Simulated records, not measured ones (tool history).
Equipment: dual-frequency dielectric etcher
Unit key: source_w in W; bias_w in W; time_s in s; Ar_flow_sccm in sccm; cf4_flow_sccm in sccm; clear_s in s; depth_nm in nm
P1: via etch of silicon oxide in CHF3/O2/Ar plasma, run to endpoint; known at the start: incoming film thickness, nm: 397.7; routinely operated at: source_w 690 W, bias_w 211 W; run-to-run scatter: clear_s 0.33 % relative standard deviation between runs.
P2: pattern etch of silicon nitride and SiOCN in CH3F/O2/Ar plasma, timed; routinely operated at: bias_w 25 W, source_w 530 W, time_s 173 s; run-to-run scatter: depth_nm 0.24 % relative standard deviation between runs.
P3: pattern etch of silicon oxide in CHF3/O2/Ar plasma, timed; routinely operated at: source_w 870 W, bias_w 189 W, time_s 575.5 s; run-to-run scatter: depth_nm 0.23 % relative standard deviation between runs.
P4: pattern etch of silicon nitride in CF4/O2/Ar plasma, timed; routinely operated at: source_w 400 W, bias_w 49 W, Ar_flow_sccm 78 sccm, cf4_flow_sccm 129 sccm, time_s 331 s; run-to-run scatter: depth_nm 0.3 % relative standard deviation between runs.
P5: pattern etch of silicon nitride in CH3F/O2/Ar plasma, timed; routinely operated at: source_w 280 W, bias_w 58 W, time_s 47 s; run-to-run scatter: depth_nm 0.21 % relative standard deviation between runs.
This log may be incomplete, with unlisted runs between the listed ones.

run     day  process  source_w  bias_w  time_s  Ar_flow_sccm  cf4_flow_sccm  hours since the last wet clean  hours since the last source power generator calibration  hours since the last bias power generator calibration  clear_s  depth_nm
  1   0.333       P1       690     211                                                                 56.9                                                   2957.1                                                 2806.6   184.93
  2   0.567       P2       530      16     173                                                         62.5                                                   2962.7                                                 2812.2             21.907
  3   0.967       P4       400      49     331            99            129                            72.1                                                   2972.3                                                 2821.8             532.86
  4   1.367       P1       690     211                                                                 81.7                                                   2981.9                                                 2831.4   184.26
  5   1.754       P3       870     189   575.5                                                           91                                                   2991.2                                                 2840.7             1320.1
  6   2.158       P5       280      58      47                                                        100.7                                                   3000.9                                                 2850.4             26.642
  7   2.475       P1       540     280                                                                108.3                                                   3008.5                                                   2858   181.84
  8   2.717       P5       280      35      47                                                        114.1                                                   3014.3                                                 2863.8             22.707
  9    2.95       P4       400      49     331            78            129                           119.7                                                   3019.9                                                 2869.4             548.09
 10   3.333       P1       690     211                                                                128.9                                                   3029.1                                                 2878.6   184.16
 11   3.667       P2       530      25     173                                                        136.9                                                   3037.1                                                 2886.6             26.437
 12   3.933       P2       660      25     173                                                        143.3                                                   3043.5                                                   2893               28.5
 13   4.233       P3       870     137   575.5                                                        150.5                                                   3050.7                                                 2900.2             1186.2
 14   4.575       P5       280      58      26                                                        158.7                                                   3058.9                                                 2908.4             14.696
 15   4.833       P5       280      58      47                                                        164.9                                                   3065.1                                                 2914.6             26.593
 16   5.296       P1       690     130                                                                  176                                                   3076.2                                                 2925.7   216.59
 17   5.721       P4       400      49     331            78            178                           186.2                                                   3086.4                                                 2935.9             562.87
 18   5.933       P4       250      49     331            78            129                           191.3                                                   3091.5                                                   2941             362.55
 19    6.35       P4       400      49     200            78            129                           201.3                                                   3101.5                                                   2951             330.51
 20   6.796       P3       870     189   816.5                                                          212                                                   3112.2                                                 2961.7             1869.1
 21   7.038       P2       530      25     118                                                        217.8                                                     3118                                                 2967.5             17.985
 22   7.292       P1       570     174                                                                223.9                                                   3124.1                                                 2973.6   211.35
 23   7.533       P5       390      58      47                                                        229.7                                                   3129.9                                                 2979.4             30.201
 24   8.012       P4       400      32     331            78            129                           241.2                                                   3141.4                                                 2990.9             472.28
 25   8.233       P1       690     211                                                                246.5                                                   3146.7                                                 2996.2   184.87
 26   8.633       P3       870     189   575.5                                                        256.1                                                   3156.3                                                 3005.8             1315.6
 27   8.854       P1       690     211                                                                261.4                                                   3161.6                                                 3011.1    183.8
 28   9.238       P1       690     211                                                                270.6                                                   3170.8                                                 3020.3    184.2
 29   9.604       P1       410     211                                                                279.4                                                   3179.6                                                 3029.1   224.23
 30  10.062       P1       840     271                                                                290.4                                                   3190.6                                                 3040.1   156.97

Run 31 has not been measured yet. What should we expect?
 31  10.517       P1       910     211                                                                301.3                                                   3201.5                                                   3051        ?

clear_s: 164.7 s
